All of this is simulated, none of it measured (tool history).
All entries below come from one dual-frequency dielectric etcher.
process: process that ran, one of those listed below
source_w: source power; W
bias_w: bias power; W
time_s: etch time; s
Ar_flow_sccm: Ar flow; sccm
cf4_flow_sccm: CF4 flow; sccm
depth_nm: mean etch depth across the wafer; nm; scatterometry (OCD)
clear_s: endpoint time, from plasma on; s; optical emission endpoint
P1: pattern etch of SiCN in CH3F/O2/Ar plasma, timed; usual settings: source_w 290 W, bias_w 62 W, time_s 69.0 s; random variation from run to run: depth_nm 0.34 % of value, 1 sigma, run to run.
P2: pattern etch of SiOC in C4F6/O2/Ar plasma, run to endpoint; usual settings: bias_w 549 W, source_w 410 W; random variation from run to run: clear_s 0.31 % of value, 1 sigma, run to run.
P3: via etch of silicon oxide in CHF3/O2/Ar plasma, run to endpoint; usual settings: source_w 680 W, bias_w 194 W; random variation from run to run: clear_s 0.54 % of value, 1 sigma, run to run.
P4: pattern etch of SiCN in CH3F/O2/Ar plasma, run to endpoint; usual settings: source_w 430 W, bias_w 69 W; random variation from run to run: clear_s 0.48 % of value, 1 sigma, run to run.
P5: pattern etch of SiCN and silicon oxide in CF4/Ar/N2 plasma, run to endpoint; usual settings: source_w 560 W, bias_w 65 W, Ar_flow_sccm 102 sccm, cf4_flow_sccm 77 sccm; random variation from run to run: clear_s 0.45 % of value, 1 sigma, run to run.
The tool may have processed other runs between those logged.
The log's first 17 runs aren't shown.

run,hour,process,source_w,bias_w,time_s,Ar_flow_sccm,cf4_flow_sccm,depth_nm,clear_s
18,177.7,P1,340,44,69.0,,,21.259,
19,191.7,P4,430,51,,,,,18.577
20,201.2,P5,560,65,,102,107,,16.161
21,215.0,P1,350,62,69.0,,,23.910,
22,225.0,P1,380,41,69.0,,,21.560,
23,237.6,P3,970,194,,,,,303.740
24,250.9,P5,690,65,,102,77,,13.994
25,258.8,P3,680,194,,,,,351.260
26,273.8,P5,560,65,,102,77,,16.995
27,288.0,P1,230,62,69.0,,,20.417,

Estimate the outcome of run 28 from the log above:
28,295.3,P1,290,50,69.0,,,?,

Run 28 produced depth_nm 20.737 nm.
